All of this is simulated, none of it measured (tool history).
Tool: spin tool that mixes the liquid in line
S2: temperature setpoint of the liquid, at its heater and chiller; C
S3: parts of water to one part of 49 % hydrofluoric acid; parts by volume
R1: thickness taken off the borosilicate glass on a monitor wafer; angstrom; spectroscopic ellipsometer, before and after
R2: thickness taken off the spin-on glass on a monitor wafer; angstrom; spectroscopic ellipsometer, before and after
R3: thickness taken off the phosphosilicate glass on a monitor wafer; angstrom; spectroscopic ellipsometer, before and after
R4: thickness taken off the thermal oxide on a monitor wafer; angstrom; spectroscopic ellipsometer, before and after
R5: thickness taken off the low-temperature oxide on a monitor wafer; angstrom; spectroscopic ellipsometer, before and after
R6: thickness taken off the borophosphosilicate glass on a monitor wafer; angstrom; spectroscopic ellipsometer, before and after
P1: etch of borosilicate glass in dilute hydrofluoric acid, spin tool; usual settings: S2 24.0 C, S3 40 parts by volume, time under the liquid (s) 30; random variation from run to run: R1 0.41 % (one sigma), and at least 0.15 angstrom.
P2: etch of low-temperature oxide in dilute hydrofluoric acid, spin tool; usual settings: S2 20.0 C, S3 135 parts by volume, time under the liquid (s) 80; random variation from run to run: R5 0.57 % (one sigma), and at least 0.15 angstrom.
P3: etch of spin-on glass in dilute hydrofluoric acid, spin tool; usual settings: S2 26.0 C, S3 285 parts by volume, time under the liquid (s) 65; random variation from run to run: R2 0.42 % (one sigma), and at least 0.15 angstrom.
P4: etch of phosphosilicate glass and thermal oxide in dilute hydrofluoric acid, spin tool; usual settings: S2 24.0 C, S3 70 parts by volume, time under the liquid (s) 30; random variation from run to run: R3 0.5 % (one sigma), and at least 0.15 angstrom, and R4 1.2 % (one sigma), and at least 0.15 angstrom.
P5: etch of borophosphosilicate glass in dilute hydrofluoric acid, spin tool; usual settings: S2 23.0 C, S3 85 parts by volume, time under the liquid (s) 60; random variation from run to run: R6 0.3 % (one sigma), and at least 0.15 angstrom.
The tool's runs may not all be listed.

Run 1, hour 8.9: process that ran P1, S2 24.0 C, S3 40 parts by volume, time under the liquid (s) 30. Result: R1 254.990 angstrom.
Run 2, hour 17.1: process that ran P1, S2 24.0 C, S3 65 parts by volume, time under the liquid (s) 15. Result: R1 75.065 angstrom.
Run 3, hour 26.7: process that ran P1, S2 24.0 C, S3 20 parts by volume, time under the liquid (s) 60. Result: R1 1052.900 angstrom.
Run 4, hour 37.6: process that ran P1, S2 31.5 C, S3 40 parts by volume, time under the liquid (s) 30. Result: R1 347.410 angstrom.
Run 5, hour 47.2: process that ran P3, S2 26.0 C, S3 165 parts by volume, time under the liquid (s) 65. Result: R2 96.831 angstrom.
Run 6, hour 55.9: process that ran P1, S2 24.0 C, S3 40 parts by volume, time under the liquid (s) 15. Result: R1 127.220 angstrom.
Run 7, hour 63.3: process that ran P4, S2 24.0 C, S3 20 parts by volume, time under the liquid (s) 30. Result: R3 2005.40 angstrom, R4 76.770 angstrom.
Run 8, hour 77.4: process that ran P4, S2 24.0 C, S3 70 parts by volume, time under the liquid (s) 30. Result: R3 530.47 angstrom, R4 20.379 angstrom.
Run 9, hour 85.4: process that ran P3, S2 22.0 C, S3 285 parts by volume, time under the liquid (s) 65. Result: R2 42.983 angstrom.
Run 10, hour 96.1: process that ran P4, S2 24.0 C, S3 70 parts by volume, time under the liquid (s) 30. Result: R3 530.37 angstrom, R4 20.438 angstrom.
Run 11, hour 110.2: process that ran P1, S2 24.0 C, S3 40 parts by volume, time under the liquid (s) 50. Result: R1 421.730 angstrom.
Run 12, hour 117.0: process that ran P1, S2 24.0 C, S3 20 parts by volume, time under the liquid (s) 30. Result: R1 520.770 angstrom.
Run 13, hour 127.8: process that ran P2, S2 17.0 C, S3 135 parts by volume, time under the liquid (s) 80. Result: R5 73.114 angstrom.
Run 14, hour 135.6: process that ran P2, S2 20.0 C, S3 135 parts by volume, time under the liquid (s) 80. Result: R5 83.520 angstrom.
Run 15, hour 146.3: process that ran P5, S2 23.0 C, S3 85 parts by volume, time under the liquid (s) 60. Result: R6 242.430 angstrom.
Run 16, hour 153.9: process that ran P5, S2 17.0 C, S3 85 parts by volume, time under the liquid (s) 60. Result: R6 188.340 angstrom.
Run 17, hour 160.1: process that ran P2, S2 20.0 C, S3 135 parts by volume, time under the liquid (s) 80. Result: R5 82.320 angstrom.
Run 18, hour 168.2: process that ran P1, S2 30.0 C, S3 40 parts by volume, time under the liquid (s) 45. Result: R1 485.610 angstrom.
Run 19, hour 175.6: process that ran P1, S2 24.0 C, S3 40 parts by volume, time under the liquid (s) 30. Result: R1 254.150 angstrom.
Run 20, hour 182.9: process that ran P1, S2 24.0 C, S3 40 parts by volume, time under the liquid (s) 30. Result: R1 253.030 angstrom.
Run 21, hour 194.4: process that ran P3, S2 26.0 C, S3 285 parts by volume, time under the liquid (s) 65. Result: R2 49.492 angstrom.
Run 22, hour 202.1: process that ran P1, S2 24.0 C, S3 60 parts by volume, time under the liquid (s) 30. Result: R1 166.070 angstrom.
Run 23, hour 210.6: process that ran P3, S2 26.0 C, S3 285 parts by volume, time under the liquid (s) 65. Result: R2 49.035 angstrom.
Run 24, hour 219.5: process that ran P5, S2 23.0 C, S3 50 parts by volume, time under the liquid (s) 60. Result: R6 430.840 angstrom.
Run 25, hour 228.1: process that ran P2, S2 20.0 C, S3 135 parts by volume, time under the liquid (s) 130. Result: R5 134.080 angstrom.
Run 26, hour 235.6: process that ran P1, S2 24.0 C, S3 40 parts by volume, time under the liquid (s) 30. Result: R1 255.280 angstrom.
Run 27, hour 247.7: process that ran P1, S2 17.0 C, S3 40 parts by volume, time under the liquid (s) 30. Result: R1 189.060 angstrom.
Run 28, hour 260.3: process that ran P3, S2 26.0 C, S3 285 parts by volume, time under the liquid (s) 130. Result: R2 98.533 angstrom.
Run 29, hour 270.4: process that ran P5, S2 23.0 C, S3 85 parts by volume, time under the liquid (s) 15. Result: R6 60.499 angstrom.
Run 30, hour 278.3: process that ran P1, S2 24.0 C, S3 40 parts by volume, time under the liquid (s) 30. Result: R1 254.990 angstrom.
Run 31, hour 292.0: process that ran P5, S2 23.0 C, S3 85 parts by volume, time under the liquid (s) 60. Result: R6 243.010 angstrom.
Run 32, hour 301.6: process that ran P4, S2 17.5 C, S3 70 parts by volume, time under the liquid (s) 30. Result: R3 405.62 angstrom, R4 15.724 angstrom.
Run 33, hour 307.8: process that ran P4, S2 24.0 C, S3 70 parts by volume, time under the liquid (s) 60. Result: R3 1048.20 angstrom, R4 40.353 angstrom.
Run 34, hour 314.9: process that ran P2, S2 20.0 C, S3 30 parts by volume, time under the liquid (s) 80. Result: R5 415.760 angstrom.
Run 35, hour 321.7: process that ran P1, S2 24.0 C, S3 40 parts by volume, time under the liquid (s) 30. Result: R1 254.590 angstrom.
Run 36, hour 335.3: process that ran P1, S2 24.0 C, S3 40 parts by volume, time under the liquid (s) 30. Result: R1 243.380 angstrom.
Run 37, hour 346.4: process that ran P1, S2 24.0 C, S3 40 parts by volume, time under the liquid (s) 30. Result: R1 239.120 angstrom.
Run 38, hour 357.2: process that ran P1, S2 24.0 C, S3 40 parts by volume, time under the liquid (s) 30. Result: R1 235.240 angstrom.
Run 39, hour 363.8: process that ran P1, S2 24.0 C, S3 40 parts by volume, time under the liquid (s) 30. Result: R1 233.350 angstrom.
Run 40, hour 373.2: process that ran P1, S2 24.0 C, S3 40 parts by volume, time under the liquid (s) 30. Result: R1 234.120 angstrom.
Run 41, hour 385.0: process that ran P1, S2 24.0 C, S3 40 parts by volume, time under the liquid (s) 30. Result: R1 230.280 angstrom.
Run 42, hour 398.1: process that ran P1, S2 24.0 C, S3 40 parts by volume, time under the liquid (s) 30. Result: R1 232.050 angstrom.
Run 43, hour 404.4: process that ran P1, S2 24.0 C, S3 40 parts by volume, time under the liquid (s) 30. Result: R1 232.000 angstrom.
Run 44, hour 411.1: process that ran P1, S2 24.0 C, S3 40 parts by volume, time under the liquid (s) 30. Result: R1 228.160 angstrom.
Run 45, hour 420.9: process that ran P1, S2 24.0 C, S3 40 parts by volume, time under the liquid (s) 30. Result: R1 230.490 angstrom.
Run 46, hour 430.5: process that ran P1, S2 24.0 C, S3 40 parts by volume, time under the liquid (s) 30. Result: R1 229.810 angstrom.

What P1 gives has crept away from where it was. These 2 causes fit the log equally well, each at the size given:
A: hydrofluoric acid flow below the setpoint (%) = 9.27
B: liquid colder than its thermometer reads (K) = 2.45
The creep began at about hour 321.7.

4 check runs are offered, one wafer each, their results left as question marks. Which one tells the causes apart?
Run check 1, hour 440.1: process that ran P3, S2 26.0 C, S3 285 parts by volume, time under the liquid (s) 125. Result: R2 ?.
Run check 2, hour 440.1: process that ran P2, S2 17.0 C, S3 35 parts by volume, time under the liquid (s) 80. Result: R5 ?.
Run check 3, hour 440.1: process that ran P5, S2 23.0 C, S3 60 parts by volume, time under the liquid (s) 15. Result: R6 ?.
Run check 4, hour 440.1: process that ran P4, S2 20.0 C, S3 70 parts by volume, time under the liquid (s) 60. Result: R3 ?, R4 ?.

What each check would give under each cause:
  check  result     if A     if B
check 1      R2   83.269   86.822
check 2      R5  283.390  281.350
check 3      R6   79.616   79.871
check 4      R3   810.47   811.99
check 4      R4   31.160   31.218
How far apart the two closest causes lie, in the result that separates them most: check 1 4.18 %; check 2 0.72 %; check 3 0.32 %; check 4 0.19 %
Check 1 tells the causes apart: in the others they would give nearly the same result.

Check 1 was then run and gave: R2 82.651 angstrom. Which cause is it?

It is A: hydrofluoric acid flow below the setpoint (%).
